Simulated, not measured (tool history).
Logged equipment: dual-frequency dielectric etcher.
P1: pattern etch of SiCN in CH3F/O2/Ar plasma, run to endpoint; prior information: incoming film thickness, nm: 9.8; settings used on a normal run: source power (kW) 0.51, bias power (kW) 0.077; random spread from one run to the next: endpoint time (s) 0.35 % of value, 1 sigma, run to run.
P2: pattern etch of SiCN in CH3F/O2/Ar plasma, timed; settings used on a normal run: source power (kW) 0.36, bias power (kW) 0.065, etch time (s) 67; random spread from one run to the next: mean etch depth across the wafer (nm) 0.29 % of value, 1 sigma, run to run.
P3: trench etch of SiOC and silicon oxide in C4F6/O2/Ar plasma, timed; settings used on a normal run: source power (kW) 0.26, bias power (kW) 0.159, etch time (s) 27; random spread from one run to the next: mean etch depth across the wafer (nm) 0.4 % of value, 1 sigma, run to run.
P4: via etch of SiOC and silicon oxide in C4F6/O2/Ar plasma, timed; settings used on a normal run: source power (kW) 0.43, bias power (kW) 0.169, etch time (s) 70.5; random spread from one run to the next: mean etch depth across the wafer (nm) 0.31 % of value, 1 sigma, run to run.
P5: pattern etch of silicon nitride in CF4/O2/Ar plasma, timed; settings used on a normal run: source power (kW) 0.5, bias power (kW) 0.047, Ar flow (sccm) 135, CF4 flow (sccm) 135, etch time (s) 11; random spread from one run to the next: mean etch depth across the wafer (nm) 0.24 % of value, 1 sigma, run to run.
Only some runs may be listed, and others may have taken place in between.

run,day,process that ran,source power (kW),bias power (kW),Ar flow (sccm),CF4 flow (sccm),etch time (s),endpoint time (s),mean etch depth across the wafer (nm)
1,0.275,P1,0.51,0.077,,,,23.93,
2,0.725,P5,0.5,0.031,135,135,11,,17.86
3,1.246,P4,0.43,0.169,,,49,,56.318
4,1.796,P2,0.36,0.065,,,67,,23.278
5,2.3,P4,0.43,0.169,,,70.5,,81.25
6,2.642,P4,0.43,0.103,,,70.5,,70.081
# day 2.883: wet clean of the chamber
7,2.979,P5,0.5,0.047,135,135,15,,28.164
8,3.438,P4,0.35,0.169,,,70.5,,75.006
9,3.746,P3,0.33,0.159,,,27,,47.601
10,4.242,P1,0.51,0.077,,,,23.973,
11,4.758,P1,0.51,0.059,,,,26.227,
12,5.017,P1,0.51,0.077,,,,23.982,
13,5.396,P1,0.51,0.108,,,,21.003,
14,5.875,P1,0.51,0.077,,,,23.844,
15,6.338,P2,0.36,0.065,,,89.5,,31.079
16,6.783,P5,0.5,0.047,101,135,11,,21.426
17,7.021,P3,0.26,0.159,,,27,,43.401
18,7.554,P1,0.61,0.101,,,,20.178,
19,8.079,P5,0.5,0.047,135,167,11,,21.139
20,8.421,P5,0.5,0.047,135,135,11,,20.698
21,8.771,P2,0.24,0.065,,,67,,19.943
22,9.017,P1,0.61,0.06,,,,24.22,
23,9.283,P1,0.3,0.077,,,,28.975,
24,9.571,P3,0.26,0.159,,,20,,32.244
25,9.812,P5,0.65,0.047,135,135,11,,25.96
26,10.133,P2,0.36,0.082,,,67,,25.272
27,10.683,P4,0.43,0.169,,,70.5,,81.097
28,10.992,P2,0.36,0.065,,,67,,23.3
29,11.388,P1,0.36,0.059,,,,29.972,

Run 30 comes next. What will it give?
30,11.754,P1,0.73,0.077,,,,?,

{"run 30": {"endpoint time (s)": 20.696}}
